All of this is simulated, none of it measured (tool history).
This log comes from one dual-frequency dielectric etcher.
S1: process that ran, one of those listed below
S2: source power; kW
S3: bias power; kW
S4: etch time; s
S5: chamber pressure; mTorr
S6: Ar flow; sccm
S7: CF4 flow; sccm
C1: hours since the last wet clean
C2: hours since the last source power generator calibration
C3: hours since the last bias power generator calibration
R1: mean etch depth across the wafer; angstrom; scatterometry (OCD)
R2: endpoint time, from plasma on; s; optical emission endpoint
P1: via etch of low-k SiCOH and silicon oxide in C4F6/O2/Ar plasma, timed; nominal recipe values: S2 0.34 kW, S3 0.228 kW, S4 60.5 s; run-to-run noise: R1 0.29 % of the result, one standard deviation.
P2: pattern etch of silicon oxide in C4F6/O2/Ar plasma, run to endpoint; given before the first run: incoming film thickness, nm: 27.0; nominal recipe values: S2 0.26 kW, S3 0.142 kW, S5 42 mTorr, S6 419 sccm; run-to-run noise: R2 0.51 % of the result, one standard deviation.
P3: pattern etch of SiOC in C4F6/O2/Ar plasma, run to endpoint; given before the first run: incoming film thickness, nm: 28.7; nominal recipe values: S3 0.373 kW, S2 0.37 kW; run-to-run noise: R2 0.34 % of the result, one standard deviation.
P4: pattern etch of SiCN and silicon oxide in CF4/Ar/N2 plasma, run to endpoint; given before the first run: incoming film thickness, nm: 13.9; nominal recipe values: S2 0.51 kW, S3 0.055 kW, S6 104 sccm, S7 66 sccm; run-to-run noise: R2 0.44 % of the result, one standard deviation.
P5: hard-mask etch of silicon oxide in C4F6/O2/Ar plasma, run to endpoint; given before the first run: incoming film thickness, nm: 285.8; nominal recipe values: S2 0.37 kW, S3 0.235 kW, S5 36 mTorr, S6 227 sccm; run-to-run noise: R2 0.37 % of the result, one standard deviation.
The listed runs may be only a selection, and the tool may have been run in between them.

Run 1, day 0.312: S1 P1, S2 0.34 kW, S3 0.228 kW, S4 60.5 s; C1 481.9; C2 1782.7; C3 3630. Result: R1 1575.3 angstrom.
Run 2, day 0.671: S1 P5, S2 0.37 kW, S3 0.235 kW, S5 44 mTorr, S6 227 sccm; C1 490.5; C2 1791.3; C3 3638.6. Result: R2 85.299 s.
Run 3, day 1.083: S1 P5, S2 0.37 kW, S3 0.235 kW, S5 36 mTorr, S6 273 sccm; C1 500.4; C2 1801.2; C3 3648.5. Result: R2 85.657 s.
Run 4, day 1.417: S1 P1, S2 0.34 kW, S3 0.228 kW, S4 60.5 s; C1 508.4; C2 1809.2; C3 3656.5. Result: R1 1569.9 angstrom.
Run 5, day 1.712: S1 P1, S2 0.45 kW, S3 0.228 kW, S4 60.5 s; C1 515.5; C2 1816.3; C3 3663.6. Result: R1 1748 angstrom.
Run 6, day 1.917: S1 P4, S2 0.51 kW, S3 0.055 kW, S6 104 sccm, S7 66 sccm; C1 520.4; C2 1821.2; C3 3668.5. Result: R2 16.078 s.
Run 7, day 2.158: S1 P1, S2 0.34 kW, S3 0.228 kW, S4 34.5 s; C1 526.2; C2 1827; C3 3674.3. Result: R1 897.59 angstrom.
Run 8, day 2.588: S1 P5, S2 0.37 kW, S3 0.235 kW, S5 36 mTorr, S6 227 sccm; C1 536.5; C2 1837.3; C3 3684.6. Result: R2 83.89 s.
Run 9, day 2.975: S1 P1, S2 0.34 kW, S3 0.228 kW, S4 60.5 s; C1 545.8; C2 1846.6; C3 3693.9. Result: R1 1574.5 angstrom.
Run 10, day 3.262: S1 P1, S2 0.34 kW, S3 0.304 kW, S4 60.5 s; C1 552.7; C2 1853.5; C3 3700.8. Result: R1 1733.1 angstrom.
Run 11, day 3.558: S1 P5, S2 0.24 kW, S3 0.235 kW, S5 36 mTorr, S6 227 sccm; C1 559.8; C2 1860.6; C3 3707.9. Result: R2 98.522 s.
Run 12, day 3.992: S1 P2, S2 0.26 kW, S3 0.142 kW, S5 42 mTorr, S6 419 sccm; C1 570.2; C2 1871; C3 3718.3. Result: R2 11.885 s.
Run 13, day 4.229: S1 P1, S2 0.34 kW, S3 0.147 kW, S4 60.5 s; C1 575.9; C2 1876.7; C3 3724. Result: R1 1369.8 angstrom.
Run 14, day 4.646: S1 P5, S2 0.37 kW, S3 0.235 kW, S5 36 mTorr, S6 227 sccm; C1 585.9; C2 1886.7; C3 3734. Result: R2 83.518 s.
Run 15, day 4.875: S1 P2, S2 0.26 kW, S3 0.142 kW, S5 42 mTorr, S6 303 sccm; C1 591.4; C2 1892.2; C3 3739.5. Result: R2 11.345 s.
Run 16, day 5.15: S1 P1, S2 0.21 kW, S3 0.228 kW, S4 33.5 s; C1 598; C2 1898.8; C3 3746.1. Result: R1 727.92 angstrom.
Run 17, day 5.429: S1 P1, S2 0.26 kW, S3 0.228 kW, S4 60.5 s; C1 604.7; C2 1905.5; C3 3752.8. Result: R1 1418.4 angstrom.
Run 18, day 5.654: S1 P3, S2 0.37 kW, S3 0.279 kW; C1 610.1; C2 1910.9; C3 3758.2. Result: R2 11.986 s.
Run 19, day 5.883: S1 P3, S2 0.52 kW, S3 0.373 kW; C1 615.6; C2 1916.4; C3 3763.7. Result: R2 9.5308 s.
Run 20, day 6.2: S1 P2, S2 0.35 kW, S3 0.142 kW, S5 42 mTorr, S6 419 sccm; C1 623.2; C2 1924; C3 3771.3. Result: R2 10.531 s.
Run 21, day 6.462: S1 P2, S2 0.26 kW, S3 0.142 kW, S5 29 mTorr, S6 419 sccm; C1 629.5; C2 1930.3; C3 3777.6. Result: R2 11.304 s.
Run 22, day 6.867: S1 P1, S2 0.34 kW, S3 0.228 kW, S4 60.5 s; C1 639.2; C2 1940; C3 3787.3. Result: R1 1575.3 angstrom.
Run 23, day 7.079: S1 P2, S2 0.26 kW, S3 0.142 kW, S5 42 mTorr, S6 419 sccm; C1 644.3; C2 1945.1; C3 3792.4. Result: R2 11.782 s.
Run 24, day 7.338: S1 P5, S2 0.37 kW, S3 0.173 kW, S5 36 mTorr, S6 227 sccm; C1 650.5; C2 1951.3; C3 3798.6. Result: R2 92.386 s.
Run 25, day 7.562: S1 P4, S2 0.32 kW, S3 0.055 kW, S6 104 sccm, S7 66 sccm; C1 655.9; C2 1956.7; C3 3804. Result: R2 24.376 s.
Run 26, day 7.792: S1 P4, S2 0.51 kW, S3 0.055 kW, S6 66 sccm, S7 66 sccm; C1 661.4; C2 1962.2; C3 3809.5. Result: R2 14.953 s.
Run 27, day 8.1: S1 P1, S2 0.34 kW, S3 0.228 kW, S4 60.5 s; C1 668.8; C2 1969.6; C3 3816.9. Result: R1 1563.6 angstrom.
Run 28, day 8.508: S1 P2, S2 0.26 kW, S3 0.201 kW, S5 42 mTorr, S6 419 sccm; C1 678.6; C2 1979.4; C3 3826.7. Result: R2 10.595 s.
Run 29, day 8.933: S1 P4, S2 0.51 kW, S3 0.075 kW, S6 104 sccm, S7 66 sccm; C1 688.8; C2 1989.6; C3 3836.9. Result: R2 14.637 s.
Run 30, day 9.221: S1 P3, S2 0.37 kW, S3 0.373 kW; C1 695.7; C2 1996.5; C3 3843.8. Result: R2 10.809 s.
Run 31, day 9.504: S1 P4, S2 0.51 kW, S3 0.055 kW, S6 104 sccm, S7 40 sccm; C1 702.5; C2 2003.3; C3 3850.6. Result: R2 17.799 s.
Run 32, day 9.729: S1 P1, S2 0.34 kW, S3 0.228 kW, S4 89.5 s; C1 707.9; C2 2008.7; C3 3856. Result: R1 2320.7 angstrom.
Run 33, day 10.092: S1 P1, S2 0.34 kW, S3 0.228 kW, S4 60.5 s; C1 716.6; C2 2017.4; C3 3864.7. Result: R1 1567.2 angstrom.
Run 34, day 10.433: S1 P1, S2 0.34 kW, S3 0.228 kW, S4 60.5 s; C1 724.8; C2 2025.6; C3 3872.9. Result: R1 1578.1 angstrom.
Run 35, day 10.683: S1 P1, S2 0.34 kW, S3 0.228 kW, S4 60.5 s; C1 730.8; C2 2031.6; C3 3878.9. Result: R1 1587.2 angstrom.
Run 36, day 11.008: S1 P1, S2 0.34 kW, S3 0.228 kW, S4 60.5 s; C1 738.6; C2 2039.4; C3 3886.7. Result: R1 1593.7 angstrom.
Run 37, day 11.312: S1 P1, S2 0.34 kW, S3 0.228 kW, S4 60.5 s; C1 745.9; C2 2046.7; C3 3894. Result: R1 1589.3 angstrom.
Run 38, day 11.6: S1 P1, S2 0.34 kW, S3 0.228 kW, S4 60.5 s; C1 752.8; C2 2053.6; C3 3900.9. Result: R1 1595.6 angstrom.
At day 11.696: wet clean of the chamber.
Run 39, day 11.938: S1 P1, S2 0.34 kW, S3 0.228 kW, S4 60.5 s; C1 5.8; C2 2061.7; C3 3909. Result: R1 1593.5 angstrom.
Run 40, day 12.267: S1 P1, S2 0.34 kW, S3 0.228 kW, S4 60.5 s; C1 13.7; C2 2069.6; C3 3916.9. Result: R1 1594.2 angstrom.

What P1 gives has crept away from where it was. These 2 causes fit the log equally well, each at the size given:
A: source power that arrives over what is set, % = 3.97
B: bias power that arrives over what is set, % = 4.53
The onset of the drift is placed at about day 10.092.
What rules out each remaining cause:
chamber walls in a state that raises the etch rate, %: serviced at day 11.696, which brought nothing back

Consider the 4 check runs below, whose results appear as question marks and each of which averages 3 wafers. Which one distinguishes the causes, in that each cause would give it a clearly different result?
Run check 1, day 12.596: S1 P3, S2 0.49 kW, S3 0.373 kW. Result: R2 ?.
Run check 2, day 12.596: S1 P2, S2 0.26 kW, S3 0.179 kW, S5 42 mTorr, S6 419 sccm. Result: R2 ?.
Run check 3, day 12.596: S1 P4, S2 0.35 kW, S3 0.055 kW, S6 79 sccm, S7 66 sccm. Result: R2 ?.
Run check 4, day 12.596: S1 P5, S2 0.31 kW, S3 0.235 kW, S5 36 mTorr, S6 227 sccm. Result: R2 ?.

How each check would come out, cause by cause:
  check  result    if A    if B
check 1      R2  9.6077  9.5975
check 2      R2   10.78  10.785
check 3      R2  20.847  21.282
check 4      R2   88.36   88.34
Gap, in per cent, between the two causes that each check separates least, read from the result that separates them most: check 1 0.11 %; check 2 0.05 %; check 3 2.06 %; check 4 0.02 %
Of the check runs offered, only check 3 discriminates between the causes; the rest would read about the same regardless of which cause applies.

Running check 3 produced the following: R2 20.865 s. Which one of the listed causes fits?

A is the cause: source power that arrives over what is set, %.
